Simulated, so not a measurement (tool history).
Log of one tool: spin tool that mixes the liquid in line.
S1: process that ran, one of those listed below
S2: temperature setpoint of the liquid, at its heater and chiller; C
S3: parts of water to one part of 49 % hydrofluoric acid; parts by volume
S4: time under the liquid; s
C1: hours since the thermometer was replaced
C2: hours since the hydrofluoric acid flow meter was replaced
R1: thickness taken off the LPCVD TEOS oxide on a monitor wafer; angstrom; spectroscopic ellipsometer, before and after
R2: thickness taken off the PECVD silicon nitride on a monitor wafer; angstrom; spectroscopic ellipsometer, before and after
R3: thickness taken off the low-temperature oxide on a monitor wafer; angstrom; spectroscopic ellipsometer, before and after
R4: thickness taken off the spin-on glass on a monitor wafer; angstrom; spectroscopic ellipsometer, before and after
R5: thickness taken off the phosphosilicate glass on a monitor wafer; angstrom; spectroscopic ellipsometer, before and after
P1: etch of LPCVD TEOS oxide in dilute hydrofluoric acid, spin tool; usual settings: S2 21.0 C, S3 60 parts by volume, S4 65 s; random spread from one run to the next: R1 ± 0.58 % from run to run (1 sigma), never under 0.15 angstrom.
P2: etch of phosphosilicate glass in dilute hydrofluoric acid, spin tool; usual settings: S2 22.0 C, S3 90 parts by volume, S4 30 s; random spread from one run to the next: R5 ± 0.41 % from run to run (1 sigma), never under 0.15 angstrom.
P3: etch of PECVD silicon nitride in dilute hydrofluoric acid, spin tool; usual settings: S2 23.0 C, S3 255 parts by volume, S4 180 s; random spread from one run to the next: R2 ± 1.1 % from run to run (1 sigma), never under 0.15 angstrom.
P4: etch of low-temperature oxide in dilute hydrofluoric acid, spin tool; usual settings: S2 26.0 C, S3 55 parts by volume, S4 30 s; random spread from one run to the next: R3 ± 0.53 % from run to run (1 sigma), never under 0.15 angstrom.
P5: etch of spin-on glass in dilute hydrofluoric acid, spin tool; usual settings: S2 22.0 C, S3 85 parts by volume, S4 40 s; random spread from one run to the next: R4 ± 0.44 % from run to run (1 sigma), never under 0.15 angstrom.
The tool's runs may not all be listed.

Run 1, hour 3.0: S1 P1, S2 21.0 C, S3 60 parts by volume, S4 65 s; C1 1434.9; C2 1542.8. Result: R1 254.640 angstrom.
Run 2, hour 7.6: S1 P1, S2 17.0 C, S3 60 parts by volume, S4 65 s; C1 1439.5; C2 1547.4. Result: R1 217.220 angstrom.
Run 3, hour 11.9: S1 P1, S2 21.0 C, S3 60 parts by volume, S4 65 s; C1 1443.8; C2 1551.7. Result: R1 254.480 angstrom.
Run 4, hour 15.2: S1 P3, S2 23.0 C, S3 255 parts by volume, S4 180 s; C1 1447.1; C2 1555.0. Result: R2 18.776 angstrom.
Run 5, hour 19.4: S1 P1, S2 21.0 C, S3 60 parts by volume, S4 25 s; C1 1451.3; C2 1559.2. Result: R1 99.115 angstrom.
Run 6, hour 22.9: S1 P1, S2 21.0 C, S3 110 parts by volume, S4 65 s; C1 1454.8; C2 1562.7. Result: R1 131.380 angstrom.
Run 7, hour 26.9: S1 P1, S2 21.0 C, S3 60 parts by volume, S4 65 s; C1 1458.8; C2 1566.7. Result: R1 254.290 angstrom.
Run 8, hour 31.5: S1 P4, S2 30.5 C, S3 55 parts by volume, S4 30 s; C1 1463.4; C2 1571.3. Result: R3 79.878 angstrom.
Run 9, hour 34.7: S1 P4, S2 26.0 C, S3 85 parts by volume, S4 30 s; C1 1466.6; C2 1574.5. Result: R3 41.597 angstrom.
Run 10, hour 38.1: S1 P5, S2 22.0 C, S3 85 parts by volume, S4 80 s; C1 1470.0; C2 1577.9. Result: R4 380.04 angstrom.
Run 11, hour 42.4: S1 P2, S2 22.0 C, S3 155 parts by volume, S4 30 s; C1 1474.3; C2 1582.2. Result: R5 157.69 angstrom.
At hour 44.3: thermometer replaced.
Run 12, hour 46.0: S1 P3, S2 17.0 C, S3 255 parts by volume, S4 180 s; C1 1.8; C2 1585.8. Result: R2 12.495 angstrom.
Run 13, hour 51.5: S1 P1, S2 21.0 C, S3 60 parts by volume, S4 65 s; C1 7.3; C2 1591.3. Result: R1 256.370 angstrom.
Run 14, hour 54.6: S1 P3, S2 23.0 C, S3 435 parts by volume, S4 180 s; C1 10.4; C2 1594.4. Result: R2 11.316 angstrom.
Run 15, hour 57.0: S1 P1, S2 21.0 C, S3 20 parts by volume, S4 65 s; C1 12.8; C2 1596.8. Result: R1 820.590 angstrom.
Run 16, hour 59.8: S1 P1, S2 26.5 C, S3 40 parts by volume, S4 65 s; C1 15.6; C2 1599.6. Result: R1 501.610 angstrom.
Run 17, hour 63.4: S1 P4, S2 26.0 C, S3 55 parts by volume, S4 50 s; C1 19.2; C2 1603.2. Result: R3 110.600 angstrom.
Run 18, hour 67.0: S1 P4, S2 26.0 C, S3 55 parts by volume, S4 30 s; C1 22.8; C2 1606.8. Result: R3 66.293 angstrom.
Run 19, hour 69.6: S1 P5, S2 17.0 C, S3 85 parts by volume, S4 40 s; C1 25.4; C2 1609.4. Result: R4 152.04 angstrom.
Run 20, hour 72.8: S1 P5, S2 22.0 C, S3 30 parts by volume, S4 40 s; C1 28.6; C2 1612.6. Result: R4 572.84 angstrom.
Run 21, hour 76.9: S1 P5, S2 22.0 C, S3 85 parts by volume, S4 40 s; C1 32.7; C2 1616.7. Result: R4 189.28 angstrom.
Run 22, hour 82.2: S1 P2, S2 22.0 C, S3 90 parts by volume, S4 30 s; C1 38.0; C2 1622.0. Result: R5 292.16 angstrom.
Run 23, hour 86.6: S1 P1, S2 21.0 C, S3 60 parts by volume, S4 115 s; C1 42.4; C2 1626.4. Result: R1 454.430 angstrom.
Run 24, hour 90.4: S1 P3, S2 23.0 C, S3 255 parts by volume, S4 85 s; C1 46.2; C2 1630.2. Result: R2 9.016 angstrom.
Run 25, hour 95.9: S1 P1, S2 25.5 C, S3 60 parts by volume, S4 65 s; C1 51.7; C2 1635.7. Result: R1 308.090 angstrom.
Run 26, hour 100.8: S1 P1, S2 25.5 C, S3 35 parts by volume, S4 65 s; C1 56.6; C2 1640.6. Result: R1 547.930 angstrom.
Run 27, hour 104.5: S1 P2, S2 27.0 C, S3 90 parts by volume, S4 30 s; C1 60.3; C2 1644.3. Result: R5 357.26 angstrom.
Run 28, hour 107.0: S1 P3, S2 23.0 C, S3 255 parts by volume, S4 180 s; C1 62.8; C2 1646.8. Result: R2 18.609 angstrom.
Run 29, hour 110.7: S1 P1, S2 17.5 C, S3 20 parts by volume, S4 65 s; C1 66.5; C2 1650.5. Result: R1 694.040 angstrom.
Run 30, hour 114.2: S1 P1, S2 21.0 C, S3 60 parts by volume, S4 65 s; C1 70.0; C2 1654.0. Result: R1 255.160 angstrom.
Run 31, hour 117.1: S1 P2, S2 22.0 C, S3 90 parts by volume, S4 45 s; C1 72.9; C2 1656.9. Result: R5 440.79 angstrom.
Run 32, hour 122.4: S1 P1, S2 21.0 C, S3 60 parts by volume, S4 65 s; C1 78.2; C2 1662.2. Result: R1 257.930 angstrom.
Run 33, hour 126.7: S1 P1, S2 21.0 C, S3 60 parts by volume, S4 65 s; C1 82.5; C2 1666.5. Result: R1 262.830 angstrom.
Run 34, hour 131.9: S1 P1, S2 21.0 C, S3 60 parts by volume, S4 65 s; C1 87.7; C2 1671.7. Result: R1 269.580 angstrom.
Run 35, hour 136.7: S1 P1, S2 21.0 C, S3 60 parts by volume, S4 65 s; C1 92.5; C2 1676.5. Result: R1 270.430 angstrom.
Run 36, hour 142.1: S1 P1, S2 21.0 C, S3 60 parts by volume, S4 65 s; C1 97.9; C2 1681.9. Result: R1 269.540 angstrom.
Run 37, hour 147.1: S1 P1, S2 21.0 C, S3 60 parts by volume, S4 65 s; C1 102.9; C2 1686.9. Result: R1 272.590 angstrom.
Run 38, hour 152.0: S1 P1, S2 21.0 C, S3 60 parts by volume, S4 65 s; C1 107.8; C2 1691.8. Result: R1 273.110 angstrom.
Run 39, hour 157.5: S1 P1, S2 21.0 C, S3 60 parts by volume, S4 65 s; C1 113.3; C2 1697.3. Result: R1 274.210 angstrom.
Run 40, hour 161.7: S1 P1, S2 21.0 C, S3 60 parts by volume, S4 65 s; C1 117.5; C2 1701.5. Result: R1 276.790 angstrom.
Run 41, hour 165.3: S1 P1, S2 21.0 C, S3 60 parts by volume, S4 65 s; C1 121.1; C2 1705.1. Result: R1 274.700 angstrom.
Run 42, hour 169.2: S1 P1, S2 21.0 C, S3 60 parts by volume, S4 65 s; C1 125.0; C2 1709.0. Result: R1 277.420 angstrom.

What P1 gives has crept away from where it was. These 2 causes fit the log equally well, each at the size given:
A: hydrofluoric acid flow above the setpoint (%) = 7.06
B: liquid hotter than its thermometer reads (K) = 1.76
The creep began at about hour 122.4.

Which of the 4 check runs listed below, each an average over 5 wafers with its results shown as question marks, gives clearly different results under the different listed causes?
Run check 1, hour 173.1: S1 P3, S2 23.0 C, S3 255 parts by volume, S4 180 s. Result: R2 ?.
Run check 2, hour 173.1: S1 P4, S2 26.0 C, S3 55 parts by volume, S4 30 s. Result: R3 ?.
Run check 3, hour 173.1: S1 P2, S2 22.0 C, S3 90 parts by volume, S4 30 s. Result: R5 ?.
Run check 4, hour 173.1: S1 P5, S2 22.0 C, S3 85 parts by volume, S4 40 s. Result: R4 ?.

What every check run would give for each of its results, assuming each possible cause in turn:
  check  result    if A    if B
check 1      R2  19.989  20.847
check 2      R3  71.474  71.272
check 3      R5  316.15  314.79
check 4      R4  203.31  202.54
How far apart the two closest causes lie, in the result that separates them most: check 1 4.2 %; check 2 0.28 %; check 3 0.43 %; check 4 0.38 %
Check 1 is the one run that separates the causes; every other check would come out nearly the same whichever cause is at work.

Check 1 has now been run. It gave: R2 20.805 angstrom. Which of the candidate causes is it?

It is B: liquid hotter than its thermometer reads (K).
